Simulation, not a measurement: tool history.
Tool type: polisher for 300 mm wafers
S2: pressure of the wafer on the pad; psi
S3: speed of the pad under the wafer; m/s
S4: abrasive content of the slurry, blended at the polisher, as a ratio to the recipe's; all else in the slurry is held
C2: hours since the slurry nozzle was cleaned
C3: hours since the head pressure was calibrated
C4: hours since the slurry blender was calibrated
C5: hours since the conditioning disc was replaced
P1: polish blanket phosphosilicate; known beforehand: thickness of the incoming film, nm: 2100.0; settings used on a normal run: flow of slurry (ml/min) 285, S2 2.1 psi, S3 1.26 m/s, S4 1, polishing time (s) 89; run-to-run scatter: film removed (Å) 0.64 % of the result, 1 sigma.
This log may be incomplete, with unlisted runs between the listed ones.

Run 1, hour 12.1: flow of slurry (ml/min) 285, S2 2.1 psi, S3 1.26 m/s, S4 1, polishing time (s) 89; wafers polished on this pad 746; C2 184.6; C3 802.3; C4 136.9; C5 265.7. Result: film removed (Å) 6789.
Run 2, hour 20.9: flow of slurry (ml/min) 285, S2 2.1 psi, S3 1.26 m/s, S4 1, polishing time (s) 89; wafers polished on this pad 796; C2 193.4; C3 811.1; C4 145.7; C5 274.5. Result: film removed (Å) 6836.4.
Run 3, hour 37.7: flow of slurry (ml/min) 285, S2 2.1 psi, S3 0.92 m/s, S4 1, polishing time (s) 89; wafers polished on this pad 892; C2 210.2; C3 827.9; C4 162.5; C5 291.3. Result: film removed (Å) 5283.5.
Run 4, hour 46.2: flow of slurry (ml/min) 285, S2 2.1 psi, S3 1.78 m/s, S4 1, polishing time (s) 89; wafers polished on this pad 941; C2 218.7; C3 836.4; C4 171; C5 299.8. Result: film removed (Å) 8921.1.
At hour 54.6: slurry blender recalibrated.
Run 5, hour 55.9: flow of slurry (ml/min) 285, S2 2.1 psi, S3 1.26 m/s, S4 1, polishing time (s) 89; wafers polished on this pad 996; C2 228.4; C3 846.1; C4 1.4; C5 309.5. Result: film removed (Å) 6838.9.
Run 6, hour 72.1: flow of slurry (ml/min) 430, S2 2.1 psi, S3 1.26 m/s, S4 1, polishing time (s) 57; wafers polished on this pad 1089; C2 244.6; C3 862.3; C4 17.6; C5 325.7. Result: film removed (Å) 4468.5.
Run 7, hour 88.7: flow of slurry (ml/min) 285, S2 2.1 psi, S3 1.26 m/s, S4 1.35, polishing time (s) 89; wafers polished on this pad 1184; C2 261.2; C3 878.9; C4 34.2; C5 342.3. Result: film removed (Å) 7647.8.
Run 8, hour 102.3: flow of slurry (ml/min) 285, S2 2.1 psi, S3 1.26 m/s, S4 1, polishing time (s) 49; wafers polished on this pad 1262; C2 274.8; C3 892.5; C4 47.8; C5 355.9. Result: film removed (Å) 3797.3.
Run 9, hour 114.7: flow of slurry (ml/min) 285, S2 2.1 psi, S3 1.26 m/s, S4 1, polishing time (s) 117; wafers polished on this pad 1333; C2 287.2; C3 904.9; C4 60.2; C5 368.3. Result: film removed (Å) 8951.5.
Run 10, hour 127.6: flow of slurry (ml/min) 285, S2 2.1 psi, S3 1.26 m/s, S4 1, polishing time (s) 89; wafers polished on this pad 1406; C2 300.1; C3 917.8; C4 73.1; C5 381.2. Result: film removed (Å) 6723.1.
Run 11, hour 136.1: flow of slurry (ml/min) 285, S2 2.6 psi, S3 1.26 m/s, S4 0.65, polishing time (s) 89; wafers polished on this pad 1455; C2 308.6; C3 926.3; C4 81.6; C5 389.7. Result: film removed (Å) 6793.9.
Run 12, hour 151: flow of slurry (ml/min) 170, S2 2.1 psi, S3 1.26 m/s, S4 1, polishing time (s) 89; wafers polished on this pad 1540; C2 323.5; C3 941.2; C4 96.5; C5 404.6. Result: film removed (Å) 6361.1.
Run 13, hour 164.8: flow of slurry (ml/min) 285, S2 2.1 psi, S3 1.26 m/s, S4 1, polishing time (s) 89; wafers polished on this pad 1619; C2 337.3; C3 955; C4 110.3; C5 418.4. Result: film removed (Å) 6703.4.
At hour 167.3: head pressure recalibrated.
Run 14, hour 176.9: flow of slurry (ml/min) 285, S2 3 psi, S3 1.26 m/s, S4 1, polishing time (s) 89; wafers polished on this pad 1688; C2 349.4; C3 9.7; C4 122.4; C5 430.5. Result: film removed (Å) 9769.
Run 15, hour 194.8: flow of slurry (ml/min) 430, S2 2.1 psi, S3 1.26 m/s, S4 1, polishing time (s) 89; wafers polished on this pad 1791; C2 367.3; C3 27.6; C4 140.3; C5 448.4. Result: film removed (Å) 7027.9.
Run 16, hour 207: flow of slurry (ml/min) 285, S2 1.4 psi, S3 1.26 m/s, S4 1, polishing time (s) 89; wafers polished on this pad 1861; C2 379.5; C3 39.8; C4 152.5; C5 460.6. Result: film removed (Å) 4563.8.
Run 17, hour 215.6: flow of slurry (ml/min) 285, S2 2.1 psi, S3 1.26 m/s, S4 0.65, polishing time (s) 89; wafers polished on this pad 1910; C2 388.1; C3 48.4; C4 161.1; C5 469.2. Result: film removed (Å) 5495.2.
Run 18, hour 224.3: flow of slurry (ml/min) 285, S2 2.1 psi, S3 1.26 m/s, S4 1, polishing time (s) 89; wafers polished on this pad 1959; C2 396.8; C3 57.1; C4 169.8; C5 477.9. Result: film removed (Å) 6769.2.
Run 19, hour 239.5: flow of slurry (ml/min) 285, S2 2.1 psi, S3 1.26 m/s, S4 1, polishing time (s) 89; wafers polished on this pad 2046; C2 412; C3 72.3; C4 185; C5 493.1. Result: film removed (Å) 6605.5.
Run 20, hour 252.2: flow of slurry (ml/min) 285, S2 2.1 psi, S3 1.26 m/s, S4 1, polishing time (s) 89; wafers polished on this pad 2119; C2 424.7; C3 85; C4 197.7; C5 505.8. Result: film removed (Å) 6346.7.
Run 21, hour 261.6: flow of slurry (ml/min) 285, S2 2.1 psi, S3 1.26 m/s, S4 1, polishing time (s) 89; wafers polished on this pad 2173; C2 434.1; C3 94.4; C4 207.1; C5 515.2. Result: film removed (Å) 6255.
At hour 261.8: conditioning disc replaced and pad reconditioned.
Run 22, hour 271.5: flow of slurry (ml/min) 285, S2 2.1 psi, S3 1.26 m/s, S4 1, polishing time (s) 89; wafers polished on this pad 2229; C2 444; C3 104.3; C4 217; C5 9.8. Result: film removed (Å) 6351.4.
Run 23, hour 280.8: flow of slurry (ml/min) 285, S2 2.1 psi, S3 1.26 m/s, S4 1, polishing time (s) 89; wafers polished on this pad 2283; C2 453.3; C3 113.6; C4 226.3; C5 19.1. Result: film removed (Å) 6283.6.
At hour 282.8: slurry nozzle cleaned.
At hour 286.6: worn pad replaced by a new one.
Run 24, hour 298.9: flow of slurry (ml/min) 285, S2 2.1 psi, S3 1.26 m/s, S4 1, polishing time (s) 89; wafers polished on this pad 70; C2 16.2; C3 131.7; C4 244.4; C5 37.2. Result: film removed (Å) 6142.6.

Run 25 comes next. What will it give?
Run 25, hour 310.5: flow of slurry (ml/min) 285, S2 2.1 psi, S3 1.26 m/s, S4 1, polishing time (s) 89; wafers polished on this pad 137; C2 27.8; C3 143.3; C4 256; C5 48.8. Result: film removed (Å) ?.

film removed (Å): 6187
